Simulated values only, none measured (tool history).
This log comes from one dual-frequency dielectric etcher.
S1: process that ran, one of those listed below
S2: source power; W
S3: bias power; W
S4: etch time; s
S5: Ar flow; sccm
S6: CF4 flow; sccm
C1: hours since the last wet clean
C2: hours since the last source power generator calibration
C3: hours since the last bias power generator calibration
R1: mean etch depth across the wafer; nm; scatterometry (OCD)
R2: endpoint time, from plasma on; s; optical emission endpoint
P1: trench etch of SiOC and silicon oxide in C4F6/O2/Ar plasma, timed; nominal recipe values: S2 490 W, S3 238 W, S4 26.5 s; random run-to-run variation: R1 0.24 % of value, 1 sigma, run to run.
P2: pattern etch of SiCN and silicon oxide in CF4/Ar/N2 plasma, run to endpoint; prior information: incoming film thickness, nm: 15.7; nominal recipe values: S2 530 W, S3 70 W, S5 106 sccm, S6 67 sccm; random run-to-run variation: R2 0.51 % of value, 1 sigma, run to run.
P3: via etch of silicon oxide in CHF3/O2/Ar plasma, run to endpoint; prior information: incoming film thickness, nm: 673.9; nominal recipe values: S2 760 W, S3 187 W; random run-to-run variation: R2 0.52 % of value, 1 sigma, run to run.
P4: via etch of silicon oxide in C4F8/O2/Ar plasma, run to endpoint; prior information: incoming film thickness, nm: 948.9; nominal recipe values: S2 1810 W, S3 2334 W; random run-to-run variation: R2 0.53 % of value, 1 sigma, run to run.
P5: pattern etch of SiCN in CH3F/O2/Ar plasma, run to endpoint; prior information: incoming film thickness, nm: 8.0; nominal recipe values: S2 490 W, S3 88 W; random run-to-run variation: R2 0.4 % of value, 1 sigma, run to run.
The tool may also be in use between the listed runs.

run	hour	S1	S2	S3	S4	S5	S6	C1	C2	C3	R1	R2
1	11.8	P1	490	238	26.5			58.7	2203.3	1082.9	61.588	
2	18.2	P5	290	88				65.1	2209.7	1089.3		22.580
3	28.6	P1	490	238	26.5			75.5	2220.1	1099.7	61.251	
4	37.2	P1	390	238	20.5			84.1	2228.7	1108.3	43.660	
5	42.8	P1	600	238	26.5			89.7	2234.3	1113.9	66.504	
6	52.4	P2	530	70		106	94	99.3	2243.9	1123.5		15.015
7	59.7	P3	760	118				106.6	2251.2	1130.8		349.680
8	70.8	P1	290	238	26.5			117.7	2262.3	1141.9	50.427	
9	81.1	P2	530	70		63	67	128.0	2272.6	1152.2		14.813
10	88.3	P4	1810	2334				135.2	2279.8	1159.4		186.570
11	98.1	P1	490	238	33.5			145.0	2289.6	1169.2	77.647	
12	107.6	P1	570	155	26.5			154.5	2299.1	1178.7	56.845	
13	119.7	P4	2560	2334				166.6	2311.2	1190.8		162.620
14	129.1	P1	640	238	16.5			176.0	2320.6	1200.2	42.360	
15	139.1	P2	530	70		106	67	186.0	2330.6	1210.2		15.875
16	150.5	P1	490	238	26.5			197.4	2342.0	1221.6	61.528	
17	162.4	P1	490	238	26.5			209.3	2353.9	1233.5	61.486	
18	174.4	P5	490	88				221.3	2365.9	1245.5		18.765
19	184.6	P4	1810	2334				231.5	2376.1	1255.7		186.840
20	191.7	P2	330	70		106	67	238.6	2383.2	1262.8		24.021
21	202.9	P5	490	119				249.8	2394.4	1274.0		16.664
22	210.4	P1	490	238	26.5			257.3	2401.9	1281.5	61.293	
23	217.8	P1	490	238	14.5			264.7	2409.3	1288.9	33.551	
24	225.3	P1	490	315	26.5			272.2	2416.8	1296.4	67.584	
25	230.8	P4	1810	1374				277.7	2422.3	1301.9		215.850
26	241.6	P2	530	87		106	67	288.5	2433.1	1312.7		14.711
27	254.1	P3	950	187				301.0	2445.6	1325.2		276.180
28	263.0	P1	490	155	26.5			309.9	2454.5	1334.1	53.616	
29	270.5	P3	760	187				317.4	2462.0	1341.6		297.940
30	283.1	P1	490	238	26.5			330.0	2474.6	1354.2	61.573	
31	292.9	P1	490	238	26.5			339.8	2484.4	1364.0	60.872	
32	302.9	P1	490	238	26.5			349.8	2494.4	1374.0	60.843	
33	313.7	P1	490	238	26.5			360.6	2505.2	1384.8	60.525	
34	320.8	P1	490	238	26.5			367.7	2512.3	1391.9	60.662	
# hour 326.3: wet clean of the chamber
35	332.6	P1	490	238	26.5			6.4	2524.1	1403.7	60.593	
36	343.3	P1	490	238	26.5			17.1	2534.8	1414.4	60.322	

P1 has crept away from where it was. The log is fitted equally well by each of these 2 causes, at the sizes shown:
A: bias power that arrives under what is set, % = 4.6
B: source power that arrives under what is set, % = 3.95
The process output started creeping at around hour 283.1.
Each remaining cause and why it is not a fit:
chamber walls in a state that lowers the etch rate, %: serviced at hour 326.3, after the drift had started, without restoring the earlier output

You are offered 4 check runs, listed below with question marks in place of their results; each one averages 3 wafers. Which run separates the listed causes by giving clearly different results for each?
check 1	354.0	P3	760	140								?
check 2	354.0	P5	490	112								?
check 3	354.0	P4	2500	1414								?
check 4	354.0	P2	530	70		88	93					?

Outcome of each check run for each possible cause:
check	result	if A	if B
check 1	R2	335.080	335.440
check 2	R2	17.376	17.324
check 3	R2	190.610	191.450
check 4	R2	14.889	15.209
Gap, in per cent, between the two causes that each check separates least, read from the result that separates them most: check 1 0.11 %; check 2 0.3 %; check 3 0.44 %; check 4 2.13 %
Only check 4 tells the causes apart: in the others they would give nearly the same result.

Running check 4 produced the following: R2 14.904 s. Which one of the listed causes fits?

It is A: bias power that arrives under what is set, %.
